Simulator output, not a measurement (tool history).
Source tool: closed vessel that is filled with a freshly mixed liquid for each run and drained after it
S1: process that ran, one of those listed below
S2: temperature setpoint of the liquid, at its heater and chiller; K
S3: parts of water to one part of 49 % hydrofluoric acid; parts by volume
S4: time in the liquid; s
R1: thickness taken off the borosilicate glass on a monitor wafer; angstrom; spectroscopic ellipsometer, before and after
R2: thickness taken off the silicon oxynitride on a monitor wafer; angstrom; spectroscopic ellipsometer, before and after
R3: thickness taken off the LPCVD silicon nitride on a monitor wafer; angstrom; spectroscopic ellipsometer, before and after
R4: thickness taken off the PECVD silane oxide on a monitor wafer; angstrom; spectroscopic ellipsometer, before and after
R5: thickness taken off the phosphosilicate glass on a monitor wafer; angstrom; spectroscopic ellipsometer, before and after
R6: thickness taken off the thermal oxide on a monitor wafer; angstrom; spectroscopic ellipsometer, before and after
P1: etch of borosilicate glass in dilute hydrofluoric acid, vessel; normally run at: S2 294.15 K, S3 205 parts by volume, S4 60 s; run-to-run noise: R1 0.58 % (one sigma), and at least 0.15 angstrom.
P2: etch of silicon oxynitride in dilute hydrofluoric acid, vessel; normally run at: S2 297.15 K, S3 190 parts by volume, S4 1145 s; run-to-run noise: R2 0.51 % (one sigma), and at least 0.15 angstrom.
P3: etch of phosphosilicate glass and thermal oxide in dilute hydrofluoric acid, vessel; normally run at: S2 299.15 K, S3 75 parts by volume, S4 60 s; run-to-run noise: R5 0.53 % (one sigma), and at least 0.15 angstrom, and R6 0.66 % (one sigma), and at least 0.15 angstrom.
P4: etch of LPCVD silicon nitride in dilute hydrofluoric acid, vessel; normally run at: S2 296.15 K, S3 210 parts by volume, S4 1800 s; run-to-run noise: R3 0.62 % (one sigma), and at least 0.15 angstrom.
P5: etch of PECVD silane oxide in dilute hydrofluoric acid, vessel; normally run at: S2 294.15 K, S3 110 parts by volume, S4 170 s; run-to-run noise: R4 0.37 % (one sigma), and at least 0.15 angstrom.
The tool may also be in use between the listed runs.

run,day,S1,S2,S3,S4,R1,R2,R3,R4,R5,R6
1,0.292,P1,294.15,205,60,75.073,,,,,
2,0.562,P2,297.15,190,1145,,119.76,,,,
3,0.838,P1,290.15,60,60,253.14,,,,,
4,1.117,P4,296.15,210,1800,,,39.558,,,
5,1.325,P2,297.15,60,1145,,422.04,,,,
6,1.538,P2,305.15,190,1145,,168.92,,,,
7,1.825,P5,290.15,110,170,,,,427.32,,
8,1.975,P3,299.15,75,60,,,,,603.36,42.597
9,2.129,P3,291.65,75,60,,,,,446.18,30.983
10,2.362,P1,300.65,205,60,95.957,,,,,
11,2.642,P2,297.15,190,520,,54.443,,,,
12,2.954,P1,294.15,205,100,125.7,,,,,
13,3.121,P5,294.15,110,170,,,,504.73,,
14,3.388,P4,290.15,210,1800,,,26.612,,,
15,3.612,P5,294.15,110,170,,,,507.97,,
16,3.85,P3,299.15,75,60,,,,,604.17,42.167
17,4.104,P1,294.15,205,60,75.158,,,,,
18,4.4,P1,294.15,35,60,526.65,,,,,
19,4.579,P1,290.15,205,60,63.618,,,,,
20,4.812,P3,299.15,75,110,,,,,1108.4,77.144
21,5.104,P1,294.15,325,60,42.752,,,,,
22,5.408,P4,296.15,210,1800,,,39.903,,,
23,5.683,P4,296.15,210,30,,,0.77386,,,
24,5.996,P1,294.15,205,60,75.03,,,,,
25,6.262,P4,296.15,35,1800,,,229.69,,,
26,6.558,P3,299.15,20,60,,,,,2439.2,171.04
27,6.712,P1,294.15,205,30,37.484,,,,,
28,6.958,P1,294.15,205,60,73.801,,,,,
29,7.154,P5,294.15,110,30,,,,89.407,,
30,7.383,P5,294.15,200,170,,,,252.09,,
31,7.592,P1,294.15,205,60,74.689,,,,,
32,7.767,P1,294.15,205,60,76.139,,,,,
33,7.95,P1,294.15,205,60,77.373,,,,,
34,8.238,P1,294.15,205,60,79.18,,,,,
35,8.508,P1,294.15,205,60,81.015,,,,,
36,8.75,P1,294.15,205,60,80.402,,,,,
37,8.925,P1,294.15,205,60,79.805,,,,,
38,9.092,P1,294.15,205,60,80.402,,,,,
39,9.383,P1,294.15,205,60,81.596,,,,,
40,9.671,P1,294.15,205,60,80.719,,,,,
41,9.817,P1,294.15,205,60,80.629,,,,,

What P1 gives has crept off from where it sat before. The 2 causes that follow fit the log equally well, each at the size noted:
A: liquid hotter than its thermometer reads (K) = 1.94
B: hydrofluoric acid flow above the setpoint (%) = 6.28
At approximately day 7.592, the process output began to creep.

Which of the 4 check runs listed below separates the causes, so that each cause would produce a clearly different result? Each run uses one wafer, and its results are marked with question marks.
check 1,9.962,P5,294.15,185,50,,,,?,,
check 2,9.962,P3,299.15,50,105,,,,,?,?
check 3,9.962,P4,292.65,210,1800,,,?,,,
check 4,9.962,P2,302.65,190,1145,,?,,,,

Expected result of each check under each candidate cause:
check,result,if A,if B
check 1,R4,87.679,87.514
check 2,R5,1772.3,1749.4
check 2,R6,124.49,122.87
check 3,R3,35.826,33.494
check 4,R2,164.98,163.28
Per-check spread between the two closest causes, in the result where they differ most: check 1 0.19 %; check 2 1.31 %; check 3 6.73 %; check 4 1.03 %
The causes can be told apart only by check 3. The other checks would give nearly the same results under each of them.

With check 3 done, the readings were: R3 35.862 angstrom. Identify which of the listed causes applies.

The correct cause is A, namely: liquid hotter than its thermometer reads (K).
